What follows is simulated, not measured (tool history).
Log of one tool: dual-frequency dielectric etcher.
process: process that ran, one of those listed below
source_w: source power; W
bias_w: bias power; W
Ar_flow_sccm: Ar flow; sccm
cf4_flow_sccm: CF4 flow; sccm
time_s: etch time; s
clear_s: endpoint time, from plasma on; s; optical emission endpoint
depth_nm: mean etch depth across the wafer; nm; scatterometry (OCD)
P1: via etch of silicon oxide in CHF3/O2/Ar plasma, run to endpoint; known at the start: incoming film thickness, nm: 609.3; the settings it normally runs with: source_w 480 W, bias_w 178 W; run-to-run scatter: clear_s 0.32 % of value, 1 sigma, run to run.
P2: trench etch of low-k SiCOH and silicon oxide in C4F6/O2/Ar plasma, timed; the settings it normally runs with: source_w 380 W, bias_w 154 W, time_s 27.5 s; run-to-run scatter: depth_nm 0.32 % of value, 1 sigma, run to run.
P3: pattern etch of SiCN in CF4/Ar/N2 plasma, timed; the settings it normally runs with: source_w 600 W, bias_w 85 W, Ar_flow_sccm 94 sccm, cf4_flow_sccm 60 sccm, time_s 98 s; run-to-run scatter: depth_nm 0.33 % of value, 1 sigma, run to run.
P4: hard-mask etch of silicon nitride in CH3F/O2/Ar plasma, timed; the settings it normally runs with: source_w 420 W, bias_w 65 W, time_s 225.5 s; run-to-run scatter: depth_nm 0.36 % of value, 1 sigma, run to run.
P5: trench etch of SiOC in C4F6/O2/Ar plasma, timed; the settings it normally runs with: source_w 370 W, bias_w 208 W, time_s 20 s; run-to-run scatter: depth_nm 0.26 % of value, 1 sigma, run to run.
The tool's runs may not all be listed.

run   hour  process  source_w  bias_w  Ar_flow_sccm  cf4_flow_sccm  time_s  clear_s  depth_nm
  1    7.9       P1       480     178                                         327.1
  2   16.8       P1       370     230                                        329.97
  3   21.4       P3       600      85            94             73      98              116.5
  4   30.5       P4       420      47                                225.5             134.57
  5   38.8       P3       830      85            94             60      98             151.08
  6     47       P1       480     178                                         327.9
  7   52.2       P2       380     154                                 17.5             50.211
  8   57.3       P3       600      55            94             60      98             98.266
  9   65.3       P3       600      85           124             60      98             108.59
 10   71.2       P1       360     131                                        407.14
 11   79.8       P1       480     178                                        327.22
 12   85.6       P4       550      65                                225.5             166.33
 13   93.8       P1       650     178                                        291.17
 14   99.5       P3       600      85            94             60   145.5             169.16
 15  107.6       P2       240     154                                 27.5             65.999
 16  113.7       P1       370     178                                         362.2
 17  121.5       P5       370     208                                   20             42.485
 18    129       P5       220     208                                   20             34.923
 19  138.1       P1       480     251                                        289.19
 20  143.5       P4       420      65                                311.5             208.63
 21  151.1       P5       370     208                                   20             42.637
 22  160.1       P1       480     178                                        329.68
 23  166.7       P1       320     140                                         416.3
 24  173.4       P2       380     208                                 27.5             86.147
 25  182.3       P2       380     154                                 27.5             78.684
 26  191.3       P5       370     246                                   20              44.98
 27  199.2       P4       420      65                                225.5             150.97
 28    205       P1       480     178                                        328.69
 29  211.2       P1       480     116                                        378.91

Expected results for the next run?
 30   219       P4       420      65                                225.5                  ?

{"run 30": {"depth_nm": 150.76}}
